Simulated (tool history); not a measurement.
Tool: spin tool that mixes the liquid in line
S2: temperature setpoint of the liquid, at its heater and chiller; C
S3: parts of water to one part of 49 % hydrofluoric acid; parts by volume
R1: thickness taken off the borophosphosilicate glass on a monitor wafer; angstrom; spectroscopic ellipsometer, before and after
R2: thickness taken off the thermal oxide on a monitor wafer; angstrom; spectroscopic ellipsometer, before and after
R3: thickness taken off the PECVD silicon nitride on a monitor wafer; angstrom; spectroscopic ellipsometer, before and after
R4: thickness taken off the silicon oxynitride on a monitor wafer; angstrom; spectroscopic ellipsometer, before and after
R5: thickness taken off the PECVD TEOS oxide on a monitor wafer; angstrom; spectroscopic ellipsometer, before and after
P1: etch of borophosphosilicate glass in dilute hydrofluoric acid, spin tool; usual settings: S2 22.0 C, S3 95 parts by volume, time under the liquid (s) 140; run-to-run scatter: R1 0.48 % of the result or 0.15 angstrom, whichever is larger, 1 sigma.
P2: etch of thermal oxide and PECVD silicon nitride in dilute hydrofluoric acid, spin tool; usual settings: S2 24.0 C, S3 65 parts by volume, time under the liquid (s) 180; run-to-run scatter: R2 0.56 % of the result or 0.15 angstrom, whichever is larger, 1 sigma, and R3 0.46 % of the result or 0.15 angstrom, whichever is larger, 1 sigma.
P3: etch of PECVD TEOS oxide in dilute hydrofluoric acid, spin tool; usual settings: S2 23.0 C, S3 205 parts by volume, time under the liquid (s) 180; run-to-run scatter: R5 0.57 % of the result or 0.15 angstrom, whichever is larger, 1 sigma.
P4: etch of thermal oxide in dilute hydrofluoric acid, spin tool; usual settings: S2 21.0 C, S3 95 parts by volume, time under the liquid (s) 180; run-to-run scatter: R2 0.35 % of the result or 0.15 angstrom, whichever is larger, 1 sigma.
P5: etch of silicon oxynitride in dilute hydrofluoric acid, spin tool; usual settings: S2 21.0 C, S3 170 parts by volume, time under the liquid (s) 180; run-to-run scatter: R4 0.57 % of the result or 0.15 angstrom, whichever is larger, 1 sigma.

run 1 hour=5.0 | process_that_ran=P1 S2=22.0 S3=95 time_under_the_liquid_(s)=140 | R1=353.47
run 2 hour=10.1 | process_that_ran=P1 S2=22.0 S3=95 time_under_the_liquid_(s)=55 | R1=138.58
run 3 hour=13.4 | process_that_ran=P4 S2=21.0 S3=95 time_under_the_liquid_(s)=180 | R2=80.105
run 4 hour=16.7 | process_that_ran=P2 S2=24.0 S3=65 time_under_the_liquid_(s)=180 | R2=132.050 R3=139.320
run 5 hour=22.5 | process_that_ran=P1 S2=22.0 S3=35 time_under_the_liquid_(s)=140 | R1=1035.00
run 6 hour=27.7 | process_that_ran=P1 S2=22.0 S3=95 time_under_the_liquid_(s)=245 | R1=619.80
run 7 hour=33.1 | process_that_ran=P1 S2=22.0 S3=175 time_under_the_liquid_(s)=140 | R1=176.06
run 8 hour=38.1 | process_that_ran=P1 S2=17.0 S3=130 time_under_the_liquid_(s)=140 | R1=202.63
run 9 hour=41.0 | process_that_ran=P4 S2=21.0 S3=95 time_under_the_liquid_(s)=310 | R2=138.110
run 10 hour=46.4 | process_that_ran=P1 S2=22.0 S3=95 time_under_the_liquid_(s)=140 | R1=353.81
run 11 hour=51.4 | process_that_ran=P1 S2=22.0 S3=25 time_under_the_liquid_(s)=70 | R1=735.35
run 12 hour=57.5 | process_that_ran=P5 S2=17.0 S3=170 time_under_the_liquid_(s)=180 | R4=31.220
run 13 hour=61.7 | process_that_ran=P2 S2=20.0 S3=65 time_under_the_liquid_(s)=180 | R2=112.640 R3=105.290
run 14 hour=67.4 | process_that_ran=P2 S2=24.0 S3=65 time_under_the_liquid_(s)=30 | R2=21.741 R3=22.936
run 15 hour=71.9 | process_that_ran=P1 S2=22.0 S3=95 time_under_the_liquid_(s)=140 | R1=355.00
run 16 hour=77.8 | process_that_ran=P3 S2=17.0 S3=205 time_under_the_liquid_(s)=180 | R5=52.156
run 17 hour=82.3 | process_that_ran=P5 S2=21.0 S3=170 time_under_the_liquid_(s)=75 | R4=15.856
run 18 hour=85.7 | process_that_ran=P3 S2=23.0 S3=205 time_under_the_liquid_(s)=180 | R5=65.844
run 19 hour=90.7 | process_that_ran=P4 S2=29.0 S3=95 time_under_the_liquid_(s)=180 | R2=109.550
run 20 hour=93.8 | process_that_ran=P5 S2=21.0 S3=170 time_under_the_liquid_(s)=180 | R4=37.718
run 21 hour=96.6 | process_that_ran=P2 S2=24.0 S3=105 time_under_the_liquid_(s)=180 | R2=77.818 R3=86.405
-- hour=100.7 thermometer replaced
run 22 hour=102.1 | process_that_ran=P3 S2=23.0 S3=95 time_under_the_liquid_(s)=180 | R5=162.560
run 23 hour=106.1 | process_that_ran=P4 S2=21.0 S3=95 time_under_the_liquid_(s)=180 | R2=79.673
run 24 hour=111.7 | process_that_ran=P2 S2=24.0 S3=65 time_under_the_liquid_(s)=180 | R2=131.820 R3=139.240
run 25 hour=114.3 | process_that_ran=P5 S2=21.0 S3=230 time_under_the_liquid_(s)=180 | R4=27.436
run 26 hour=120.3 | process_that_ran=P1 S2=25.5 S3=95 time_under_the_liquid_(s)=140 | R1=409.57
run 27 hour=123.8 | process_that_ran=P1 S2=17.0 S3=95 time_under_the_liquid_(s)=140 | R1=287.62
run 28 hour=129.2 | process_that_ran=P4 S2=21.0 S3=35 time_under_the_liquid_(s)=180 | R2=231.660
run 29 hour=133.3 | process_that_ran=P3 S2=23.0 S3=205 time_under_the_liquid_(s)=45 | R5=16.431
run 30 hour=138.0 | process_that_ran=P1 S2=22.0 S3=95 time_under_the_liquid_(s)=140 | R1=357.58
run 31 hour=142.5 | process_that_ran=P1 S2=22.0 S3=95 time_under_the_liquid_(s)=140 | R1=353.67
run 32 hour=145.2 | process_that_ran=P1 S2=22.0 S3=95 time_under_the_liquid_(s)=140 | R1=346.76
run 33 hour=150.3 | process_that_ran=P1 S2=22.0 S3=95 time_under_the_liquid_(s)=140 | R1=336.95
run 34 hour=154.7 | process_that_ran=P1 S2=22.0 S3=95 time_under_the_liquid_(s)=140 | R1=331.85
run 35 hour=160.3 | process_that_ran=P1 S2=22.0 S3=95 time_under_the_liquid_(s)=140 | R1=327.54
run 36 hour=164.6 | process_that_ran=P1 S2=22.0 S3=95 time_under_the_liquid_(s)=140 | R1=325.07
run 37 hour=170.6 | process_that_ran=P1 S2=22.0 S3=95 time_under_the_liquid_(s)=140 | R1=328.09
run 38 hour=174.2 | process_that_ran=P1 S2=22.0 S3=95 time_under_the_liquid_(s)=140 | R1=327.05
run 39 hour=178.4 | process_that_ran=P1 S2=22.0 S3=95 time_under_the_liquid_(s)=140 | R1=324.57
run 40 hour=181.3 | process_that_ran=P1 S2=22.0 S3=95 time_under_the_liquid_(s)=140 | R1=322.90
run 41 hour=184.7 | process_that_ran=P1 S2=22.0 S3=95 time_under_the_liquid_(s)=140 | R1=321.13

What P1 gives has crept away from where it was. These 2 causes fit the log equally well, each at the size given:
A: liquid colder than its thermometer reads (K) = 2.21
B: hydrofluoric acid flow below the setpoint (%) = 7.76
The creep began at about hour 142.5.

4 check runs are offered, one wafer each, their results left as question marks. Which one tells the causes apart?
run check 1 hour=188.1 | process_that_ran=P2 S2=24.0 S3=65 time_under_the_liquid_(s)=180 | R2=? R3=?
run check 2 hour=188.1 | process_that_ran=P4 S2=21.0 S3=95 time_under_the_liquid_(s)=180 | R2=?
run check 3 hour=188.1 | process_that_ran=P5 S2=21.0 S3=170 time_under_the_liquid_(s)=180 | R4=?
run check 4 hour=188.1 | process_that_ran=P3 S2=23.0 S3=205 time_under_the_liquid_(s)=180 | R5=?

What each check would give under each cause:
check=check_1 result=R2 if_A=120.750 if_B=121.090
check=check_1 result=R3 if_A=119.170 if_B=127.780
check=check_2 result=R2 if_A=72.612 if_B=72.703
check=check_3 result=R4 if_A=34.387 if_B=34.859
check=check_4 result=R5 if_A=60.853 if_B=59.928
How far apart the two closest causes lie, in the result that separates them most: check 1 6.98 %; check 2 0.12 %; check 3 1.36 %; check 4 1.53 %
Only check 1 tells the causes apart: in the others they would give nearly the same result.

Check 1 was then run and gave: R2 120.470 angstrom; R3 118.850 angstrom. Which cause is it?

It is A: liquid colder than its thermometer reads (K).
